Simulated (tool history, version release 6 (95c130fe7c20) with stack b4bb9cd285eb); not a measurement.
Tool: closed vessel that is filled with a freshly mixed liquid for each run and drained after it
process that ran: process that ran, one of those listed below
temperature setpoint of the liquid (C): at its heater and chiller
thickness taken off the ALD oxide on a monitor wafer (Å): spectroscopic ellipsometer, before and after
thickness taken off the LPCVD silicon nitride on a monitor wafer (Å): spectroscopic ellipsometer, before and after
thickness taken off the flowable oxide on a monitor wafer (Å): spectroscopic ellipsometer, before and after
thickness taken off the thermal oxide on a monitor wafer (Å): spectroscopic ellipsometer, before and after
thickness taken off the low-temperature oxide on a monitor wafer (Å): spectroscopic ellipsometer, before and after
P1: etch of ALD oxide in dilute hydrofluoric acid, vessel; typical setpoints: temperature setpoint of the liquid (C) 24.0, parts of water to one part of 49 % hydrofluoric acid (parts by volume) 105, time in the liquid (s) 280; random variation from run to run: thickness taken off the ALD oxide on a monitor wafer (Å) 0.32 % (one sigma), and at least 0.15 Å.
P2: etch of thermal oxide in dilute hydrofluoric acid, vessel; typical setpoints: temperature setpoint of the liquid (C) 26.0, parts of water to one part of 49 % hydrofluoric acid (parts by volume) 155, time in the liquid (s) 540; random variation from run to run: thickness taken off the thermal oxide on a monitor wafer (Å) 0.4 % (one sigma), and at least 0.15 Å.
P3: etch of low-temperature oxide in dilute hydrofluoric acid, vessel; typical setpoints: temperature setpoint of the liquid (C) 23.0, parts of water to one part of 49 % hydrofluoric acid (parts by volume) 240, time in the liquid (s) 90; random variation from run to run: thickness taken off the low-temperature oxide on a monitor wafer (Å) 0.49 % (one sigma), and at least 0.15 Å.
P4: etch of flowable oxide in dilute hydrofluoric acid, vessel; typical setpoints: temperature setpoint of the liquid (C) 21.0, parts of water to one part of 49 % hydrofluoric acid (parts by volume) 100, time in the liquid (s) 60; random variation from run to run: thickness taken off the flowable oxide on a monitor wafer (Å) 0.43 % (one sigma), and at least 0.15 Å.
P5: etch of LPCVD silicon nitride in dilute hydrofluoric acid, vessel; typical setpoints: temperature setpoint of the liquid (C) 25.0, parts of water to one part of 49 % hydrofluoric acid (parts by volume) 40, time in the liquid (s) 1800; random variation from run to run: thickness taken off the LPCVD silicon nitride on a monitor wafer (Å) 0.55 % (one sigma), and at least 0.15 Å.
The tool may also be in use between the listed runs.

run   hour  process that ran  temperature setpoint of the liquid (C)  parts of water to one part of 49 % hydrofluoric acid (parts by volume)  time in the liquid (s)  hours since the thermometer was replaced  hours since the hydrofluoric acid flow meter was replaced  thickness taken off the ALD oxide on a monitor wafer (Å)  thickness taken off the LPCVD silicon nitride on a monitor wafer (Å)  thickness taken off the flowable oxide on a monitor wafer (Å)  thickness taken off the thermal oxide on a monitor wafer (Å)  thickness taken off the low-temperature oxide on a monitor wafer (Å)
  1    9.6                P1                                    24.0                                                                     105                     280                                     555.5                                                      335.8                                                    350.69
  2   22.4                P1                                    24.0                                                                     105                     280                                     568.3                                                      348.6                                                    348.72
  3   35.4                P5                                    17.5                                                                      40                    1800                                     581.3                                                      361.6                                                                                                                          147.85
  4   47.4                P1                                    24.0                                                                     105                     280                                     593.3                                                      373.6                                                    347.81
  5   53.3                P1                                    24.0                                                                      40                     280                                     599.2                                                      379.5                                                    993.16
  6   60.3                P4                                    21.0                                                                     100                      30                                     606.2                                                      386.5                                                                                                                                                                                         86.567
  7   67.3                P5                                    25.0                                                                      20                    1800                                     613.2                                                      393.5                                                                                                                          484.50
  8   77.4                P2                                    26.0                                                                     155                     540                                     623.3                                                      403.6                                                                                                                                                                                                                                                      170.440
  9   89.3                P3                                    23.0                                                                      70                      90                                     635.2                                                      415.5                                                                                                                                                                                                                                                                                                                            265.020
 10   98.2                P1                                    24.0                                                                     105                     280                                     644.1                                                      424.4                                                    349.34
 11  109.9                P5                                    25.0                                                                      40                    3245                                     655.8                                                      436.1                                                                                                                          450.89
 12  122.5                P1                                    24.0                                                                     105                     535                                     668.4                                                      448.7                                                    670.42
 13  130.6                P1                                    18.5                                                                     170                     280                                     676.5                                                      456.8                                                    161.37
 14  142.3                P2                                    31.5                                                                     155                     540                                     688.2                                                      468.5                                                                                                                                                                                                                                                      207.610
     147.8  -- hydrofluoric acid flow meter replaced
 15  149.0                P1                                    24.0                                                                     105                     280                                     694.9                                                        1.3                                                    349.80
 16  159.5                P3                                    23.0                                                                     240                      90                                     705.4                                                       11.8                                                                                                                                                                                                                                                                                                                             64.110
 17  166.0                P1                                    24.0                                                                     105                     280                                     711.9                                                       18.3                                                    349.04
 18  178.5                P2                                    26.0                                                                      80                     540                                     724.4                                                       30.8                                                                                                                                                                                                                                                      360.180
 19  189.3                P5                                    25.0                                                                      40                    1800                                     735.2                                                       41.6                                                                                                                          251.60
 20  195.5                P3                                    23.0                                                                     240                     145                                     741.4                                                       47.8                                                                                                                                                                                                                                                                                                                            104.290
 21  203.5                P5                                    25.0                                                                      40                    1800                                     749.4                                                       55.8                                                                                                                          249.25
 22  213.0                P2                                    26.0                                                                     155                     250                                     758.9                                                       65.3                                                                                                                                                                                                                                                       78.995
 23  219.4                P4                                    17.0                                                                     100                      60                                     765.3                                                       71.7                                                                                                                                                                                        145.900
 24  230.0                P3                                    31.0                                                                     240                      90                                     775.9                                                       82.3                                                                                                                                                                                                                                                                                                                             84.281
 25  240.3                P1                                    24.0                                                                     105                     150                                     786.2                                                       92.6                                                    187.79
 26  250.7                P1                                    31.0                                                                     105                     280                                     796.6                                                      103.0                                                    456.08
 27  260.7                P1                                    30.0                                                                     105                     535                                     806.6                                                      113.0                                                    842.86
 28  269.0                P4                                    21.0                                                                      60                      60                                     814.9                                                      121.3                                                                                                                                                                                        300.820
 29  275.6                P1                                    24.0                                                                     140                     280                                     821.5                                                      127.9                                                    252.58
 30  287.4                P1                                    19.0                                                                     105                     280                                     833.3                                                      139.7                                                    286.88
 31  299.2                P4                                    21.0                                                                     100                      60                                     845.1                                                      151.5                                                                                                                                                                                        172.560
 32  309.6                P1                                    24.0                                                                      25                      40                                     855.5                                                      161.9                                                    232.06
 33  315.3                P1                                    24.0                                                                     105                     280                                     861.2                                                      167.6                                                    349.59
 34  328.4                P1                                    24.0                                                                     105                     280                                     874.3                                                      180.7                                                    359.84
 35  336.7                P1                                    24.0                                                                     105                     280                                     882.6                                                      189.0                                                    362.01
 36  345.6                P1                                    24.0                                                                     105                     280                                     891.5                                                      197.9                                                    365.68
 37  356.1                P1                                    24.0                                                                     105                     280                                     902.0                                                      208.4                                                    367.94
 38  364.7                P1                                    24.0                                                                     105                     280                                     910.6                                                      217.0                                                    368.91
 39  371.8                P1                                    24.0                                                                     105                     280                                     917.7                                                      224.1                                                    369.19
 40  383.1                P1                                    24.0                                                                     105                     280                                     929.0                                                      235.4                                                    369.06
 41  389.2                P1                                    24.0                                                                     105                     280                                     935.1                                                      241.5                                                    370.76
 42  397.9                P1                                    24.0                                                                     105                     280                                     943.8                                                      250.2                                                    371.03
 43  406.4                P1                                    24.0                                                                     105                     280                                     952.3                                                      258.7                                                    369.38
 44  418.7                P1                                    24.0                                                                     105                     280                                     964.6                                                      271.0                                                    373.67

Something has made what P1 gives creep away from where it was; the 2 causes below, each at its own stated size, fit the log equally well:
A: liquid hotter than its thermometer reads (K) = 1.53
B: hydrofluoric acid flow above the setpoint (%) = 5.44
At approximately hour 315.3, the process output began to creep.

Which of the 4 check runs listed below separates the causes, so that each cause would produce a clearly different result? Each run uses one wafer, and its results are marked with question marks.
check 1  431.0                P4                                    21.0                                                                     100                      60                                                                                                                                                                                                                                                                                                   ?
check 2  431.0                P5                                    25.0                                                                      40                    1800                                                                                                                                                                                                                                    ?
check 3  431.0                P3                                    23.0                                                                     240                      90                                                                                                                                                                                                                                                                                                                                                                                                                                       ?
check 4  431.0                P2                                    26.0                                                                     155                     540                                                                                                                                                                                                                                                                                                                                                                 ?

If the cause were each of the candidates in turn, the checks would give the following:
  check                                                                result     if A     if B
check 1         thickness taken off the flowable oxide on a monitor wafer (Å)  183.270  182.730
check 2  thickness taken off the LPCVD silicon nitride on a monitor wafer (Å)   276.74   263.03
check 3  thickness taken off the low-temperature oxide on a monitor wafer (Å)   67.997   68.697
check 4          thickness taken off the thermal oxide on a monitor wafer (Å)  179.900  180.960
Distance between the nearest two causes, measured in the result of the check that separates them most: check 1 0.29 %; check 2 5.08 %; check 3 1.02 %; check 4 0.59 %
Only check 2 tells the causes apart: in the others they would give nearly the same result.

Check 2 has now been run. It gave: thickness taken off the LPCVD silicon nitride on a monitor wafer (Å) 264.62. Which of the candidate causes is it?

It is B: hydrofluoric acid flow above the setpoint (%).

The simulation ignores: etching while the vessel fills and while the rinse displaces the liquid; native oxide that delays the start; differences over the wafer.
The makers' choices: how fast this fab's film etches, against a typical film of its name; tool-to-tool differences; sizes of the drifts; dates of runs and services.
